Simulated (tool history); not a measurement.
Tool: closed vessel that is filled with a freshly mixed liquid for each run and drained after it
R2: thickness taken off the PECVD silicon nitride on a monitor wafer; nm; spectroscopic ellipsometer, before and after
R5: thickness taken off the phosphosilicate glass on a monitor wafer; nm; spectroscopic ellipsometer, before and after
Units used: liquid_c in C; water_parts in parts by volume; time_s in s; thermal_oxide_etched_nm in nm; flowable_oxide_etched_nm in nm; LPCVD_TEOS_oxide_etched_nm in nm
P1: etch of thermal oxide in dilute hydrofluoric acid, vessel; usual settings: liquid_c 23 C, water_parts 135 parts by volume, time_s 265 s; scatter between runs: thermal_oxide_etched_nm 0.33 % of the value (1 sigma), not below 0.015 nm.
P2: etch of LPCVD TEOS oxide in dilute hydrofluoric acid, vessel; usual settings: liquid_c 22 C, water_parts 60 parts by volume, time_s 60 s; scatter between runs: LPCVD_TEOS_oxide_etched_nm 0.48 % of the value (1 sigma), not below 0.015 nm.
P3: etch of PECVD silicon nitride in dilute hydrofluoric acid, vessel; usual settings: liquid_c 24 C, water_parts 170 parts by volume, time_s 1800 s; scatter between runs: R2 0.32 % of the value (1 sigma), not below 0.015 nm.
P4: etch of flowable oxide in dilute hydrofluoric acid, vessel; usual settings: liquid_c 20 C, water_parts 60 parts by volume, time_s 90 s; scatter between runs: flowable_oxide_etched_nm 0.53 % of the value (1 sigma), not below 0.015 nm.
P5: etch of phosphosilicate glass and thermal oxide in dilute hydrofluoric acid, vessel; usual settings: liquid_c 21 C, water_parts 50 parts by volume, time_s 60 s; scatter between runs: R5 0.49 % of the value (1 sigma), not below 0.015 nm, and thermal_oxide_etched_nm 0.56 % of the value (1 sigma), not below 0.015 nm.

Run 1, hour 10.5: process P1, liquid_c 23 C, water_parts 135 parts by volume, time_s 265 s. Result: thermal_oxide_etched_nm 8.7397 nm.
Run 2, hour 28.6: process P3, liquid_c 24 C, water_parts 95 parts by volume, time_s 1800 s. Result: R2 52.7120 nm.
Run 3, hour 42.7: process P1, liquid_c 23 C, water_parts 135 parts by volume, time_s 265 s. Result: thermal_oxide_etched_nm 8.7807 nm.
Run 4, hour 58.4: process P1, liquid_c 23 C, water_parts 205 parts by volume, time_s 265 s. Result: thermal_oxide_etched_nm 5.3332 nm.
Run 5, hour 77.6: process P1, liquid_c 23 C, water_parts 240 parts by volume, time_s 80 s. Result: thermal_oxide_etched_nm 1.3339 nm.
Run 6, hour 95.1: process P4, liquid_c 17 C, water_parts 60 parts by volume, time_s 90 s. Result: flowable_oxide_etched_nm 40.592 nm.
Run 7, hour 111.3: process P2, liquid_c 22 C, water_parts 60 parts by volume, time_s 100 s. Result: LPCVD_TEOS_oxide_etched_nm 43.143 nm.
Run 8, hour 122.2: process P1, liquid_c 17 C, water_parts 135 parts by volume, time_s 265 s. Result: thermal_oxide_etched_nm 6.8595 nm.
Run 9, hour 134.4: process P3, liquid_c 24 C, water_parts 170 parts by volume, time_s 1800 s. Result: R2 29.6180 nm.
Run 10, hour 146.5: process P5, liquid_c 21 C, water_parts 50 parts by volume, time_s 60 s. Result: thermal_oxide_etched_nm 5.3473 nm, R5 70.411 nm.
Run 11, hour 158.1: process P5, liquid_c 29 C, water_parts 50 parts by volume, time_s 60 s. Result: thermal_oxide_etched_nm 7.5629 nm, R5 97.243 nm.
Run 12, hour 174.0: process P1, liquid_c 23 C, water_parts 135 parts by volume, time_s 265 s. Result: thermal_oxide_etched_nm 8.7510 nm.
Run 13, hour 191.4: process P1, liquid_c 31 C, water_parts 135 parts by volume, time_s 265 s. Result: thermal_oxide_etched_nm 11.7880 nm.
Run 14, hour 207.0: process P1, liquid_c 23 C, water_parts 135 parts by volume, time_s 515 s. Result: thermal_oxide_etched_nm 17.0100 nm.
Run 15, hour 220.9: process P4, liquid_c 20 C, water_parts 60 parts by volume, time_s 90 s. Result: flowable_oxide_etched_nm 46.037 nm.
Run 16, hour 233.8: process P5, liquid_c 21 C, water_parts 50 parts by volume, time_s 60 s. Result: thermal_oxide_etched_nm 5.3358 nm, R5 70.306 nm.
Run 17, hour 245.4: process P2, liquid_c 30 C, water_parts 60 parts by volume, time_s 60 s. Result: LPCVD_TEOS_oxide_etched_nm 35.721 nm.
Run 18, hour 254.0: process P3, liquid_c 24 C, water_parts 170 parts by volume, time_s 170 s. Result: R2 2.7999 nm.
Run 19, hour 266.9: process P1, liquid_c 17 C, water_parts 240 parts by volume, time_s 265 s. Result: thermal_oxide_etched_nm 3.4921 nm.
Run 20, hour 281.1: process P5, liquid_c 21 C, water_parts 20 parts by volume, time_s 60 s. Result: thermal_oxide_etched_nm 14.1020 nm, R5 181.570 nm.
Run 21, hour 295.4: process P2, liquid_c 22 C, water_parts 60 parts by volume, time_s 60 s. Result: LPCVD_TEOS_oxide_etched_nm 26.261 nm.
Run 22, hour 304.3: process P1, liquid_c 23 C, water_parts 135 parts by volume, time_s 150 s. Result: thermal_oxide_etched_nm 4.9268 nm.
Run 23, hour 316.9: process P3, liquid_c 30 C, water_parts 170 parts by volume, time_s 1800 s. Result: R2 43.1180 nm.
Run 24, hour 331.8: process P4, liquid_c 20 C, water_parts 60 parts by volume, time_s 90 s. Result: flowable_oxide_etched_nm 46.210 nm.
Run 25, hour 343.8: process P2, liquid_c 22 C, water_parts 105 parts by volume, time_s 60 s. Result: LPCVD_TEOS_oxide_etched_nm 14.106 nm.
Run 26, hour 361.5: process P1, liquid_c 23 C, water_parts 135 parts by volume, time_s 265 s. Result: thermal_oxide_etched_nm 8.6901 nm.
Run 27, hour 370.8: process P5, liquid_c 21 C, water_parts 50 parts by volume, time_s 115 s. Result: thermal_oxide_etched_nm 10.3820 nm, R5 135.460 nm.
Run 28, hour 387.3: process P1, liquid_c 23 C, water_parts 50 parts by volume, time_s 265 s. Result: thermal_oxide_etched_nm 26.2580 nm.
Run 29, hour 399.1: process P4, liquid_c 20 C, water_parts 60 parts by volume, time_s 30 s. Result: flowable_oxide_etched_nm 15.371 nm.
Run 30, hour 410.4: process P4, liquid_c 20 C, water_parts 105 parts by volume, time_s 90 s. Result: flowable_oxide_etched_nm 24.971 nm.
Run 31, hour 420.1: process P1, liquid_c 23 C, water_parts 135 parts by volume, time_s 265 s. Result: thermal_oxide_etched_nm 8.7129 nm.
Run 32, hour 436.3: process P1, liquid_c 23 C, water_parts 135 parts by volume, time_s 265 s. Result: thermal_oxide_etched_nm 9.1003 nm.
Run 33, hour 452.7: process P1, liquid_c 23 C, water_parts 135 parts by volume, time_s 265 s. Result: thermal_oxide_etched_nm 9.3111 nm.
Run 34, hour 467.1: process P1, liquid_c 23 C, water_parts 135 parts by volume, time_s 265 s. Result: thermal_oxide_etched_nm 9.4679 nm.
Run 35, hour 478.1: process P1, liquid_c 23 C, water_parts 135 parts by volume, time_s 265 s. Result: thermal_oxide_etched_nm 9.4532 nm.
Run 36, hour 487.9: process P1, liquid_c 23 C, water_parts 135 parts by volume, time_s 265 s. Result: thermal_oxide_etched_nm 9.4682 nm.
Run 37, hour 505.4: process P1, liquid_c 23 C, water_parts 135 parts by volume, time_s 265 s. Result: thermal_oxide_etched_nm 9.4981 nm.

What P1 gives has crept away from where it was. These 2 causes fit the log equally well, each at the size given:
A: liquid hotter than its thermometer reads (K) = 2.11
B: hydrofluoric acid flow above the setpoint (%) = 7.34
The creep began at about hour 420.1.

Consider the 4 single-wafer check runs listed below, results given as question marks: which one distinguishes between the causes by giving clearly different results for each?
Run check 1, hour 522.9: process P3, liquid_c 29.5 C, water_parts 170 parts by volume, time_s 180 s. Result: R2 ?.
Run check 2, hour 522.9: process P5, liquid_c 28.0 C, water_parts 50 parts by volume, time_s 105 s. Result: thermal_oxide_etched_nm ?, R5 ?.
Run check 3, hour 522.9: process P4, liquid_c 20.0 C, water_parts 95 parts by volume, time_s 40 s. Result: flowable_oxide_etched_nm ?.
Run check 4, hour 522.9: process P2, liquid_c 22.0 C, water_parts 90 parts by volume, time_s 60 s. Result: LPCVD_TEOS_oxide_etched_nm ?.

Expected result of each check under each candidate cause:
  check                      result     if A     if B
check 1                          R2   4.7407   4.4848
check 2     thermal_oxide_etched_nm  13.7050  13.6010
check 2                          R5  178.180  176.840
check 3    flowable_oxide_etched_nm   13.538   13.432
check 4  LPCVD_TEOS_oxide_etched_nm   18.207   18.084
Per check, the gap between the least separated pair of causes, taken in the result that splits them most: check 1 5.55 %; check 2 0.76 %; check 3 0.79 %; check 4 0.68 %
Only check 1 tells the causes apart: in the others they would give nearly the same result.

Running check 1 produced the following: R2 4.7744 nm. Which one of the listed causes fits?

A is the cause: liquid hotter than its thermometer reads (K).
